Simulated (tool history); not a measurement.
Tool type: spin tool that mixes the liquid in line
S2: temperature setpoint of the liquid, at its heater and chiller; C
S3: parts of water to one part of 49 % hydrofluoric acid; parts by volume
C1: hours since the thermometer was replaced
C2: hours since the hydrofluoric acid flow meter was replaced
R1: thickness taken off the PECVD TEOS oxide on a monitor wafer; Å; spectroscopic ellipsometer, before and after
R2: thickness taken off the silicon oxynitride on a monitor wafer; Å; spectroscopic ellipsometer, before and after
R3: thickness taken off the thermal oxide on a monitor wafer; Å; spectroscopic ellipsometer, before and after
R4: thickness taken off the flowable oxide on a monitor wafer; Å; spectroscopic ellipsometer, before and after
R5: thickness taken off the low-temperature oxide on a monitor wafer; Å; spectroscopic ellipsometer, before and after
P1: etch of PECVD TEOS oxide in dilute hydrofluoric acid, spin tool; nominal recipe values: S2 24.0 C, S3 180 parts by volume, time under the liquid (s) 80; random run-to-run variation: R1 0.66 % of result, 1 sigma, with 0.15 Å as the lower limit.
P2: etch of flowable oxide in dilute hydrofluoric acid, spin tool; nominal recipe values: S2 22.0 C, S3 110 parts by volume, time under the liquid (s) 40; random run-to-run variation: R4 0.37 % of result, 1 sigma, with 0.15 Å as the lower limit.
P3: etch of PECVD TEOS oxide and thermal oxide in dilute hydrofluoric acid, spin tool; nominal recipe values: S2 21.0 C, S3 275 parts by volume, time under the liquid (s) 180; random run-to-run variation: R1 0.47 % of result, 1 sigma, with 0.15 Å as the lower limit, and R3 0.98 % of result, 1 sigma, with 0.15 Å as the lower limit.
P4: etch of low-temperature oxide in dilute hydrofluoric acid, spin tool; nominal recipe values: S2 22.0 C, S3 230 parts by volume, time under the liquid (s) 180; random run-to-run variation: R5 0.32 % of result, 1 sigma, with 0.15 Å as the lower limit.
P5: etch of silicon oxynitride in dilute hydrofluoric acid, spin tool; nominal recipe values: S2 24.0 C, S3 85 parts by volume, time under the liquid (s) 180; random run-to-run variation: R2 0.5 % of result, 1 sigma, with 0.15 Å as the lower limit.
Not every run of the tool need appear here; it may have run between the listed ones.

run 1 hour=6.2 | process_that_ran=P1 S2=24.0 S3=180 time_under_the_liquid_(s)=80 | C1=1524.8 C2=1344.4 | R1=42.0180
run 2 hour=11.0 | process_that_ran=P5 S2=24.0 S3=85 time_under_the_liquid_(s)=180 | C1=1529.6 C2=1349.2 | R2=65.5420
run 3 hour=17.5 | process_that_ran=P3 S2=21.0 S3=275 time_under_the_liquid_(s)=180 | C1=1536.1 C2=1355.7 | R1=130.3900 R3=23.5490
run 4 hour=24.4 | process_that_ran=P1 S2=24.0 S3=180 time_under_the_liquid_(s)=15 | C1=1543.0 C2=1362.6 | R1=7.8913
run 5 hour=31.4 | process_that_ran=P2 S2=22.0 S3=110 time_under_the_liquid_(s)=80 | C1=1550.0 C2=1369.6 | R4=216.700
run 6 hour=40.5 | process_that_ran=P1 S2=24.0 S3=180 time_under_the_liquid_(s)=80 | C1=1559.1 C2=1378.7 | R1=42.7860
run 7 hour=48.8 | process_that_ran=P1 S2=24.0 S3=85 time_under_the_liquid_(s)=80 | C1=1567.4 C2=1387.0 | R1=100.7100
run 8 hour=54.9 | process_that_ran=P1 S2=24.0 S3=180 time_under_the_liquid_(s)=80 | C1=1573.5 C2=1393.1 | R1=43.0160
run 9 hour=59.5 | process_that_ran=P4 S2=22.0 S3=65 time_under_the_liquid_(s)=180 | C1=1578.1 C2=1397.7 | R5=525.82
run 10 hour=63.8 | process_that_ran=P2 S2=22.0 S3=110 time_under_the_liquid_(s)=40 | C1=1582.4 C2=1402.0 | R4=108.930
run 11 hour=70.9 | process_that_ran=P1 S2=24.0 S3=180 time_under_the_liquid_(s)=80 | C1=1589.5 C2=1409.1 | R1=42.9130
run 12 hour=78.1 | process_that_ran=P1 S2=24.0 S3=290 time_under_the_liquid_(s)=80 | C1=1596.7 C2=1416.3 | R1=23.4110
run 13 hour=85.8 | process_that_ran=P2 S2=22.0 S3=200 time_under_the_liquid_(s)=40 | C1=1604.4 C2=1424.0 | R4=54.405
run 14 hour=93.0 | process_that_ran=P4 S2=22.0 S3=230 time_under_the_liquid_(s)=320 | C1=1611.6 C2=1431.2 | R5=220.77
run 15 hour=97.3 | process_that_ran=P5 S2=24.0 S3=85 time_under_the_liquid_(s)=180 | C1=1615.9 C2=1435.5 | R2=65.5430
run 16 hour=105.1 | process_that_ran=P1 S2=17.0 S3=105 time_under_the_liquid_(s)=80 | C1=1623.7 C2=1443.3 | R1=59.5830
run 17 hour=111.0 | process_that_ran=P1 S2=17.0 S3=180 time_under_the_liquid_(s)=80 | C1=1629.6 C2=1449.2 | R1=33.0140
run 18 hour=116.3 | process_that_ran=P2 S2=17.0 S3=110 time_under_the_liquid_(s)=40 | C1=1634.9 C2=1454.5 | R4=88.138
run 19 hour=122.3 | process_that_ran=P1 S2=29.5 S3=300 time_under_the_liquid_(s)=80 | C1=1640.9 C2=1460.5 | R1=26.9290
run 20 hour=130.9 | process_that_ran=P5 S2=24.0 S3=85 time_under_the_liquid_(s)=20 | C1=1649.5 C2=1469.1 | R2=7.6306
run 21 hour=136.6 | process_that_ran=P1 S2=24.0 S3=180 time_under_the_liquid_(s)=80 | C1=1655.2 C2=1474.8 | R1=42.8630
-- hour=140.5 thermometer replaced
run 22 hour=141.3 | process_that_ran=P1 S2=30.0 S3=180 time_under_the_liquid_(s)=80 | C1=0.8 C2=1479.5 | R1=53.1830
run 23 hour=147.2 | process_that_ran=P4 S2=22.0 S3=230 time_under_the_liquid_(s)=180 | C1=6.7 C2=1485.4 | R5=124.86
run 24 hour=154.6 | process_that_ran=P3 S2=21.0 S3=275 time_under_the_liquid_(s)=180 | C1=14.1 C2=1492.8 | R1=130.5300 R3=23.3250
run 25 hour=159.7 | process_that_ran=P1 S2=24.0 S3=180 time_under_the_liquid_(s)=125 | C1=19.2 C2=1497.9 | R1=66.7250
run 26 hour=165.7 | process_that_ran=P4 S2=17.5 S3=230 time_under_the_liquid_(s)=180 | C1=25.2 C2=1503.9 | R5=105.04
run 27 hour=172.7 | process_that_ran=P3 S2=21.0 S3=275 time_under_the_liquid_(s)=15 | C1=32.2 C2=1510.9 | R1=11.1750 R3=1.8695
run 28 hour=178.4 | process_that_ran=P1 S2=24.0 S3=180 time_under_the_liquid_(s)=80 | C1=37.9 C2=1516.6 | R1=43.3850
run 29 hour=187.5 | process_that_ran=P3 S2=17.0 S3=275 time_under_the_liquid_(s)=180 | C1=47.0 C2=1525.7 | R1=112.6800 R3=20.2290
run 30 hour=195.4 | process_that_ran=P1 S2=24.0 S3=180 time_under_the_liquid_(s)=80 | C1=54.9 C2=1533.6 | R1=42.6270
run 31 hour=203.4 | process_that_ran=P5 S2=24.0 S3=20 time_under_the_liquid_(s)=180 | C1=62.9 C2=1541.6 | R2=293.9000
run 32 hour=210.9 | process_that_ran=P2 S2=22.0 S3=110 time_under_the_liquid_(s)=40 | C1=70.4 C2=1549.1 | R4=109.350
run 33 hour=217.4 | process_that_ran=P3 S2=21.0 S3=155 time_under_the_liquid_(s)=180 | C1=76.9 C2=1555.6 | R1=259.7600 R3=46.4360
run 34 hour=223.4 | process_that_ran=P1 S2=31.0 S3=180 time_under_the_liquid_(s)=145 | C1=82.9 C2=1561.6 | R1=99.2400
run 35 hour=231.5 | process_that_ran=P5 S2=20.0 S3=85 time_under_the_liquid_(s)=180 | C1=91.0 C2=1569.7 | R2=54.1420
run 36 hour=240.7 | process_that_ran=P1 S2=24.0 S3=180 time_under_the_liquid_(s)=80 | C1=100.2 C2=1578.9 | R1=42.7100
run 37 hour=245.9 | process_that_ran=P1 S2=24.0 S3=180 time_under_the_liquid_(s)=80 | C1=105.4 C2=1584.1 | R1=43.7900
run 38 hour=253.4 | process_that_ran=P1 S2=24.0 S3=180 time_under_the_liquid_(s)=80 | C1=112.9 C2=1591.6 | R1=44.9120
run 39 hour=259.5 | process_that_ran=P1 S2=24.0 S3=180 time_under_the_liquid_(s)=80 | C1=119.0 C2=1597.7 | R1=45.3020
run 40 hour=268.4 | process_that_ran=P1 S2=24.0 S3=180 time_under_the_liquid_(s)=80 | C1=127.9 C2=1606.6 | R1=45.6550
run 41 hour=277.1 | process_that_ran=P1 S2=24.0 S3=180 time_under_the_liquid_(s)=80 | C1=136.6 C2=1615.3 | R1=45.2750
run 42 hour=286.3 | process_that_ran=P1 S2=24.0 S3=180 time_under_the_liquid_(s)=80 | C1=145.8 C2=1624.5 | R1=45.9130
run 43 hour=295.1 | process_that_ran=P1 S2=24.0 S3=180 time_under_the_liquid_(s)=80 | C1=154.6 C2=1633.3 | R1=45.5140

What P1 gives has crept off from where it sat before. The 2 causes that follow fit the log equally well, each at the size noted:
A: liquid hotter than its thermometer reads (K) = 2
B: hydrofluoric acid flow above the setpoint (%) = 6.39
The gradual shift began around hour 240.7.

The 4 check runs listed below each average the results of 2 wafers, and their outcomes are marked with question marks. Under which run would the listed causes produce clearly different results?
run check 1 hour=303.9 | process_that_ran=P4 S2=17.5 S3=230 time_under_the_liquid_(s)=180 | R5=?
run check 2 hour=303.9 | process_that_ran=P2 S2=22.0 S3=165 time_under_the_liquid_(s)=80 | R4=?
run check 3 hour=303.9 | process_that_ran=P5 S2=21.0 S3=85 time_under_the_liquid_(s)=180 | R2=?
run check 4 hour=303.9 | process_that_ran=P3 S2=21.0 S3=185 time_under_the_liquid_(s)=15 | R1=? R3=?

If the cause were each of the candidates in turn, the checks would give the following:
check=check_1 result=R5 if_A=113.27 if_B=112.96
check=check_2 result=R4 if_A=147.320 if_B=146.760
check=check_3 result=R2 if_A=62.7770 if_B=60.8520
check=check_4 result=R1 if_A=19.0430 if_B=18.9870
check=check_4 result=R3 if_A=3.4322 if_B=3.4222
Gap, in per cent, between the two causes that each check separates least, read from the result that separates them most: check 1 0.28 %; check 2 0.39 %; check 3 3.11 %; check 4 0.29 %
Only in check 3 would the causes give clearly different results; in the remaining checks their results would be nearly the same.

After running check 3, the following was obtained: R2 60.5640 Å. Which cause does this point to?

The cause is B: hydrofluoric acid flow above the setpoint (%).

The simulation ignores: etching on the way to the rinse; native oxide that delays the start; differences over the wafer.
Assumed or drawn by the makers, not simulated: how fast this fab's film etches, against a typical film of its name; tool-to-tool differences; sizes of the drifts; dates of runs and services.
